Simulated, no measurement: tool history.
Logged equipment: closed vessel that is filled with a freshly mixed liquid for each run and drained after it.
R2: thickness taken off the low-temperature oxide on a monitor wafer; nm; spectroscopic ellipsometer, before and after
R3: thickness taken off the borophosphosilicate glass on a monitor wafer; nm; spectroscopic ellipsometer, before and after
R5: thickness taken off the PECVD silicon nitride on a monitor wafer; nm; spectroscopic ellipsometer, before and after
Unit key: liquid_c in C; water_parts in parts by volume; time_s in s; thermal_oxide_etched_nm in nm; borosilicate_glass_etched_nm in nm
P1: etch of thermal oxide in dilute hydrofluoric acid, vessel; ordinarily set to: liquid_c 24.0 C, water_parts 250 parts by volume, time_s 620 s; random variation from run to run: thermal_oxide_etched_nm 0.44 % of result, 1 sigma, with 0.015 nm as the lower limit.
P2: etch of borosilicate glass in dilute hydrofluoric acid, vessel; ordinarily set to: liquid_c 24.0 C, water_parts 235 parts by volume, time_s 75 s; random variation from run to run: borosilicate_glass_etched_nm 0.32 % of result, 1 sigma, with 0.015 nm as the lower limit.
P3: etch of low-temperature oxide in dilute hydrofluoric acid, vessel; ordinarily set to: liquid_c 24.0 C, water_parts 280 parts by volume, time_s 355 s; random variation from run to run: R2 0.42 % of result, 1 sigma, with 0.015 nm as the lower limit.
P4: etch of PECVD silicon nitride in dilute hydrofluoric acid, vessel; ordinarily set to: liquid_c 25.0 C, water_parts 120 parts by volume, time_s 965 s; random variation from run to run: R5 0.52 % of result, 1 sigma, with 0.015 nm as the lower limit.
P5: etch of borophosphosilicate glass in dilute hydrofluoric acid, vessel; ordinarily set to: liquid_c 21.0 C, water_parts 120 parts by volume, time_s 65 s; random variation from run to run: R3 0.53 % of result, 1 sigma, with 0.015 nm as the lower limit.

run 1 day=0.312 | process=P1 liquid_c=24.0 water_parts=250 time_s=620 | thermal_oxide_etched_nm=9.7916
run 2 day=0.558 | process=P1 liquid_c=27.5 water_parts=250 time_s=1040 | thermal_oxide_etched_nm=18.5040
run 3 day=0.862 | process=P1 liquid_c=24.0 water_parts=250 time_s=620 | thermal_oxide_etched_nm=9.7219
run 4 day=1.150 | process=P3 liquid_c=24.0 water_parts=280 time_s=30 | R2=1.8988
run 5 day=1.438 | process=P1 liquid_c=24.0 water_parts=250 time_s=620 | thermal_oxide_etched_nm=9.7007
run 6 day=1.729 | process=P3 liquid_c=24.0 water_parts=280 time_s=355 | R2=22.3250
run 7 day=1.917 | process=P5 liquid_c=21.0 water_parts=120 time_s=65 | R3=23.304
run 8 day=2.075 | process=P2 liquid_c=24.0 water_parts=235 time_s=135 | borosilicate_glass_etched_nm=24.047
run 9 day=2.262 | process=P4 liquid_c=25.0 water_parts=120 time_s=965 | R5=48.017
run 10 day=2.542 | process=P4 liquid_c=25.0 water_parts=120 time_s=315 | R5=15.623
run 11 day=2.883 | process=P2 liquid_c=18.5 water_parts=235 time_s=75 | borosilicate_glass_etched_nm=10.870
run 12 day=3.225 | process=P5 liquid_c=26.5 water_parts=120 time_s=65 | R3=29.098
run 13 day=3.433 | process=P3 liquid_c=24.0 water_parts=280 time_s=355 | R2=22.1260
run 14 day=3.729 | process=P4 liquid_c=25.0 water_parts=120 time_s=965 | R5=48.678
run 15 day=4.033 | process=P1 liquid_c=24.0 water_parts=250 time_s=340 | thermal_oxide_etched_nm=5.3490
run 16 day=4.333 | process=P2 liquid_c=24.0 water_parts=85 time_s=75 | borosilicate_glass_etched_nm=43.593
run 17 day=4.500 | process=P5 liquid_c=21.0 water_parts=120 time_s=30 | R3=10.774
run 18 day=4.754 | process=P1 liquid_c=18.0 water_parts=250 time_s=620 | thermal_oxide_etched_nm=7.8004
run 19 day=4.912 | process=P1 liquid_c=24.0 water_parts=360 time_s=620 | thermal_oxide_etched_nm=6.0802
run 20 day=5.125 | process=P3 liquid_c=17.0 water_parts=280 time_s=355 | R2=17.2710
run 21 day=5.392 | process=P5 liquid_c=21.0 water_parts=215 time_s=65 | R3=11.888
run 22 day=5.671 | process=P1 liquid_c=32.0 water_parts=250 time_s=620 | thermal_oxide_etched_nm=12.9180
run 23 day=6.038 | process=P1 liquid_c=24.0 water_parts=60 time_s=620 | thermal_oxide_etched_nm=50.2460
run 24 day=6.271 | process=P1 liquid_c=24.0 water_parts=250 time_s=1050 | thermal_oxide_etched_nm=16.6300
run 25 day=6.500 | process=P1 liquid_c=31.5 water_parts=250 time_s=1135 | thermal_oxide_etched_nm=23.0430
run 26 day=6.829 | process=P1 liquid_c=24.0 water_parts=250 time_s=620 | thermal_oxide_etched_nm=9.8055
run 27 day=7.004 | process=P4 liquid_c=25.0 water_parts=20 time_s=965 | R5=277.910
run 28 day=7.217 | process=P3 liquid_c=24.0 water_parts=380 time_s=355 | R2=14.8230
run 29 day=7.488 | process=P4 liquid_c=19.5 water_parts=120 time_s=965 | R5=33.497
run 30 day=7.833 | process=P2 liquid_c=24.0 water_parts=235 time_s=75 | borosilicate_glass_etched_nm=13.304
run 31 day=8.129 | process=P1 liquid_c=24.0 water_parts=250 time_s=620 | thermal_oxide_etched_nm=9.7692
run 32 day=8.462 | process=P1 liquid_c=24.0 water_parts=250 time_s=620 | thermal_oxide_etched_nm=9.7010

What will run 33 give?
run 33 day=8.783 | process=P1 liquid_c=24.0 water_parts=250 time_s=620 | thermal_oxide_etched_nm=?

Logged for run 33: thermal_oxide_etched_nm 9.7713 nm.

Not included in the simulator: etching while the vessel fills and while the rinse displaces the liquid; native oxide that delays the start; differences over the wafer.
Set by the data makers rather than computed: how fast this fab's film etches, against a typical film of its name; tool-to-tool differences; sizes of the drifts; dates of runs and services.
